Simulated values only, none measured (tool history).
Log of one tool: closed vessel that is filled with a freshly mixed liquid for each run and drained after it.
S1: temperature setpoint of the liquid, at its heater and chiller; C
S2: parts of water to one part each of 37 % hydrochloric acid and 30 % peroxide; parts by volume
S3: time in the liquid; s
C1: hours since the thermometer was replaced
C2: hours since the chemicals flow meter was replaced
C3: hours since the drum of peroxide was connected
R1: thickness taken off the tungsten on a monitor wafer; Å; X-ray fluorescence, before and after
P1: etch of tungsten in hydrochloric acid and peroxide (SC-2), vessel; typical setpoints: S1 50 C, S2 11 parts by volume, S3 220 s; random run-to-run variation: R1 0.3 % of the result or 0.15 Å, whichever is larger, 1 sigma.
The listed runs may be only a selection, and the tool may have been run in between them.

run,hour,S1,S2,S3,C1,C2,C3,R1
1,16,50,11,220,861.6,1315,176.4,516.86
2,29.1,37.5,11,220,874.7,1328.1,189.5,217.74
3,41.1,64,11,30,886.7,1340.1,201.5,172.77
4,56.8,50,11,220,902.4,1355.8,217.2,515.23
5,70.5,50,11,435,916.1,1369.5,230.9,1020.5
6,85.9,50,4.5,415,931.5,1384.9,246.3,1953.4
7,102.6,50,11,220,948.2,1401.6,263,514.67
8,116,50,4,220,961.6,1415,276.4,1119.8
9,129.5,60.5,4,220,975.1,1428.5,289.9,2204
10,139.3,50,11,220,984.9,1438.3,299.7,516.35
11,148.4,62.5,11,220,994,1447.4,308.8,1149.4
12,163.9,50,11,220,1009.5,1462.9,324.3,517.78
13,177.5,50,17,220,1023.1,1476.5,337.9,354.22
14,195.7,50,11,115,1041.3,1494.7,356.1,270.93
15,211.4,50,11,220,1057,1510.4,371.8,515.62
16,230.7,50,11,220,1076.3,1529.7,391.1,536.81
17,242.2,50,11,220,1087.8,1541.2,402.6,544.41
18,257.8,50,11,220,1103.4,1556.8,418.2,548.7
19,275.8,50,11,220,1121.4,1574.8,436.2,550.06
20,288.6,50,11,220,1134.2,1587.6,449,550.63
21,307.9,50,11,220,1153.5,1606.9,468.3,552.16

The output of P1 has drifted from where it used to be. Each of the 2 causes below, taken at the size shown beside it, accounts for the log equally well:
A: chemicals flow above the setpoint (%) = 8.59
B: liquid hotter than its thermometer reads (K) = 1.05
The onset of the drift is placed at about hour 211.4.
Why every other cause is out:
peroxide weaker than its label (%): at its largest 8, which would move R1 by -7.4 %, too little to match the creep or of the wrong sign

4 check runs are offered, one wafer each, their results left as question marks. Which one tells the causes apart?
check 1,327.2,37.5,4,220,,,,?
check 2,327.2,50,17,220,,,,?
check 3,327.2,60.5,11,415,,,,?
check 4,327.2,37.5,11,220,,,,?

Outcome of each check run for each possible cause:
check,result,if A,if B
check 1,R1,496.18,506.91
check 2,R1,380.15,378.77
check 3,R1,2056.2,2048.4
check 4,R1,232.5,233.96
Gap, in per cent, between the two causes that each check separates least, read from the result that separates them most: check 1 2.14 %; check 2 0.36 %; check 3 0.38 %; check 4 0.62 %
Check 1 is the one run that separates the causes; every other check would come out nearly the same whichever cause is at work.

Here is what check 1 returned: R1 506.61 Å. Which cause is it?

Of the candidate causes, it is B: liquid hotter than its thermometer reads (K).

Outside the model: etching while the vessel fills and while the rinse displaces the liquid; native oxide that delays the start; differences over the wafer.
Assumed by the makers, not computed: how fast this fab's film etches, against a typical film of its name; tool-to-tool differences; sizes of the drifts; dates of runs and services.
